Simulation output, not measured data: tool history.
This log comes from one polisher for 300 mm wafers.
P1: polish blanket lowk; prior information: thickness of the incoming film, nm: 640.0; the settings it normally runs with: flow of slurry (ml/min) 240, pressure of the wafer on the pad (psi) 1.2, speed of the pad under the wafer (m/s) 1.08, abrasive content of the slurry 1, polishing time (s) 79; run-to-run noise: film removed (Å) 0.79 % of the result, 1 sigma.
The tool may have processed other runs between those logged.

run  hour  flow of slurry (ml/min)  pressure of the wafer on the pad (psi)  speed of the pad under the wafer (m/s)  abrasive content of the slurry  polishing time (s)  wafers polished on this pad  hours since the slurry nozzle was cleaned  hours since the head pressure was calibrated  hours since the slurry blender was calibrated  hours since the conditioning disc was replaced  film removed (Å)
  1   3.4                      240                                     1.2                                    1.08                               1                  79                          612                                      377.7                                         739.7                                           49.4                                           324.2            214.17
  2   6.8                      240                                     1.2                                    1.08                               1                  79                          638                                      381.1                                         743.1                                           52.8                                           327.6            215.32
  3   9.6                      240                                     1.2                                    1.08                               1                  79                          660                                      383.9                                         745.9                                           55.6                                           330.4            215.11
  4  12.9                      240                                     1.2                                    1.08                               1                 101                          686                                      387.2                                         749.2                                           58.9                                           333.7            272.56
  5  16.5                      240                                     1.7                                    1.08                               1                  79                          714                                      390.8                                         752.8                                           62.5                                           337.3            306.51
  6  18.6                      145                                     1.2                                    1.08                               1                  79                          730                                      392.9                                         754.9                                           64.6                                           339.4            198.76
  7  22.1                      240                                     1.2                                    1.08                               1                  79                          757                                      396.4                                         758.4                                           68.1                                           342.9            217.35
  8  26.4                      240                                     1.2                                    1.08                             1.5                  79                          791                                      400.7                                         762.7                                           72.4                                           347.2             253.2
  9  28.6                      240                                     1.2                                    1.08                               1                  79                          808                                      402.9                                         764.9                                           74.6                                           349.4            216.02
 10  32.8                      240                                     1.2                                    1.08                               1                  79                          840                                      407.1                                         769.1                                           78.8                                           353.6            216.94
 11  35.5                      240                                     1.2                                    0.74                               1                  79                          861                                      409.8                                         771.8                                           81.5                                           356.3            160.33
 12  39.5                      240                                     1.2                                    1.08                             0.7                  79                          892                                      413.8                                         775.8                                           85.5                                           360.3            179.84
 13  41.8                      240                                     0.6                                    1.08                               1                  79                          910                                      416.1                                         778.1                                           87.8                                           362.6            106.12
 14  44.4                      365                                     1.2                                    1.08                               1                  79                          930                                      418.7                                         780.7                                           90.4                                           365.2            220.79
 15  47.8                      240                                     1.2                                    1.08                               1                  79                          957                                      422.1                                         784.1                                           93.8                                           368.6            210.43
 16  51.5                      240                                     1.2                                    1.68                               1                  79                          986                                      425.8                                         787.8                                           97.5                                           372.3            305.89
     54.4  -- slurry nozzle cleaned
 17    55                      240                                     1.2                                    1.08                               1                  36                         1013                                        0.7                                         791.3                                            101                                           375.8            96.361
 18  58.6                      240                                     1.2                                    1.54                               1                 118                         1041                                        4.3                                         794.9                                          104.6                                           379.4             425.6
 19  62.4                      240                                     1.2                                    1.08                               1                  79                         1070                                        8.1                                         798.7                                          108.4                                           383.2            215.58
 20    66                      240                                     1.2                                    1.08                               1                  79                         1098                                       11.7                                         802.3                                            112                                           386.8            200.21
 21  68.9                      240                                     1.2                                    1.08                               1                  79                         1121                                       14.6                                         805.2                                          114.9                                           389.7            197.92
     70.8  -- slurry nozzle cleaned
     72.1  -- conditioning disc replaced and pad reconditioned
 22  73.5                      240                                     1.2                                    1.08                               1                  79                         1157                                        2.8                                         809.8                                          119.5                                             1.5            190.38
     74.7  -- head pressure recalibrated
 23  75.7                      240                                     1.2                                    1.08                               1                  79                         1174                                          5                                             1                                          121.7                                             3.7            190.39

Run 24 has not been measured yet. What should we expect?
 24  79.9                      240                                     1.2                                    1.08                               1                  79                         1206                                        9.2                                           5.2                                          125.9                                             7.9                 ?

{"run 24": {"film removed (Å)": 190.99}}
